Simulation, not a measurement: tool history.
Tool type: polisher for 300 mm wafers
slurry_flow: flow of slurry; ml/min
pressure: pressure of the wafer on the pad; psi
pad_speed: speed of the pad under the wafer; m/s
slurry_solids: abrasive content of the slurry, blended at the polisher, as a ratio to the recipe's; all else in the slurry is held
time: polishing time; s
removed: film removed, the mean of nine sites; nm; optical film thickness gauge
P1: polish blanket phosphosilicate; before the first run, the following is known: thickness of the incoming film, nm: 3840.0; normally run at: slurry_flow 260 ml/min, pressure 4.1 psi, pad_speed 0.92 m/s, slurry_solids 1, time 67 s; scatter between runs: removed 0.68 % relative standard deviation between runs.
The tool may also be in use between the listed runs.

run   hour  slurry_flow  pressure  pad_speed  slurry_solids  time  wafers polished on this pad  hours since the slurry nozzle was cleaned  hours since the head pressure was calibrated  hours since the slurry blender was calibrated  hours since the conditioning disc was replaced  removed
  1    7.6          260       4.1       0.92              1    67                          630                                      267.3                                         262.1                                          176.5                                            42.3    789.5
  2   17.8          260       5.8       0.92            1.4    67                          722                                      277.5                                         272.3                                          186.7                                            52.5   1274.6
  3   30.6          155       4.1       0.92              1    67                          838                                      290.3                                         285.1                                          199.5                                            65.3   742.38
  4   39.6          260       4.1       0.92           0.55    47                          919                                      299.3                                         294.1                                          208.5                                            74.3    405.5
  5   47.1          260       4.1       1.44              1    67                          987                                      306.8                                         301.6                                            216                                            81.8     1126
  6   58.5          260       5.8       0.92              1    67                         1090                                      318.2                                           313                                          227.4                                            93.2   1113.9
  7   65.4          260       4.1       0.92              1    67                         1153                                      325.1                                         319.9                                          234.3                                           100.1   788.92
  8   79.2          260       4.1       0.92              1    67                         1278                                      338.9                                         333.7                                          248.1                                           113.9   780.85
  9   85.4          260       4.1       0.92            0.5    67                         1334                                      345.1                                         339.9                                          254.3                                           120.1   542.06
 10     99          260       4.1       0.92              1    67                         1457                                      358.7                                         353.5                                          267.9                                           133.7   784.96
 11  113.1          260       4.1       0.92              1   102                         1584                                      372.8                                         367.6                                            282                                           147.8   1202.5
 12  124.1          260       4.1       0.46              1    67                         1684                                      383.8                                         378.6                                            293                                           158.8   450.59
 13    133          260       4.1       0.92              1    67                         1764                                      392.7                                         387.5                                          301.9                                           167.7   786.41
 14  139.9          380       4.1       0.92              1    67                         1827                                      399.6                                         394.4                                          308.8                                           174.6   819.63
 15  152.5          260       4.1       0.92              1    67                         1941                                      412.2                                           407                                          321.4                                           187.2   779.55
 16  163.3          260       2.5       0.92              1    67                         2038                                        423                                         417.8                                          332.2                                             198   481.67
 17  175.8          260       4.1       0.92              1    37                         2151                                      435.5                                         430.3                                          344.7                                           210.5   431.53
 18  183.6          260       4.1       0.92           1.35    67                         2222                                      443.3                                         438.1                                          352.5                                           218.3   904.72
 19    193          260       4.1       0.92              1    67                         2307                                      452.7                                         447.5                                          361.9                                           227.7   786.07
 20  200.5          260       4.1       0.92              1    67                         2375                                      460.2                                           455                                          369.4                                           235.2   769.11
 21  210.1          260       4.1       0.92              1    67                         2462                                      469.8                                         464.6                                            379                                           244.8    747.1
 22  222.1          260       4.1       0.92              1    67                         2570                                      481.8                                         476.6                                            391                                           256.8   721.64
 23  229.6          260       4.1       0.92              1    67                         2638                                      489.3                                         484.1                                          398.5                                           264.3   717.47
     238.2  -- head pressure recalibrated
 24  243.6          260       4.1       0.92              1    67                         2765                                      503.3                                           5.5                                          412.5                                           278.3   713.91
 25  250.8          260       4.1       0.92              1    67                         2830                                      510.5                                          12.7                                          419.7                                           285.5   711.29
     252.2  -- slurry nozzle cleaned
     253.4  -- conditioning disc replaced and pad reconditioned
 26  263.3          260       4.1       0.92              1    67                         2943                                       11.2                                          25.2                                          432.2                                             9.9   701.67
 27  270.8          260       4.1       0.92              1    67                         3011                                       18.7                                          32.7                                          439.7                                            17.4   705.49
 28    282          260       4.1       0.92              1    67                         3112                                       29.9                                          43.9                                          450.9                                            28.6   708.24
 29  295.7          260       4.1       0.92              1    67                         3236                                       43.6                                          57.6                                          464.6                                            42.3   699.68

Compared with where it was, what P1 gives has crept away. Each cause listed below fits the log as well as the rest, at the size given for it:
A: abrasive missing from the slurry, % = 21.1
B: removal rate lost through wear of the pad, % = 10.9
Onset of the creep was near hour 193.
Every other cause this tool's parts could produce, and why it does not fit the log:
slurry flow missing at the pad, %: serviced at hour 252.2, which brought nothing back
head's pressure below its setpoint, %: serviced at hour 238.2, which brought nothing back
time polished since the conditioner stopped cutting, s: serviced at hour 253.4, which brought nothing back

You are offered 4 check runs, listed below with question marks in place of their results; each one averages 2 wafers. Which run separates the listed causes by giving clearly different results for each?
check 1  309.4          260       4.1       1.42           0.55    67                                                                                                                                                                                                                             ?
check 2  309.4          260       4.1       0.46              1    67                                                                                                                                                                                                                             ?
check 3  309.4          260       2.8       0.92              1    67                                                                                                                                                                                                                             ?
check 4  309.4          175       4.1       0.92              1    93                                                                                                                                                                                                                             ?

Predicted outcomes, by check and by cause:
  check   result    if A    if B
check 1  removed  701.47   725.7
check 2  removed  404.35  404.07
check 3  removed  480.79  480.45
check 4  removed  929.72  929.08
Minimum pairwise separation of causes per check, each pair taken at its best-separating result: check 1 3.4 %; check 2 0.07 %; check 3 0.07 %; check 4 0.07 %
Of the check runs offered, only check 1 discriminates between the causes; the rest would read about the same regardless of which cause applies.

Then check 1 was run and gave: removed 726.75 nm. Which cause is it?

It was cause B: removal rate lost through wear of the pad, %.
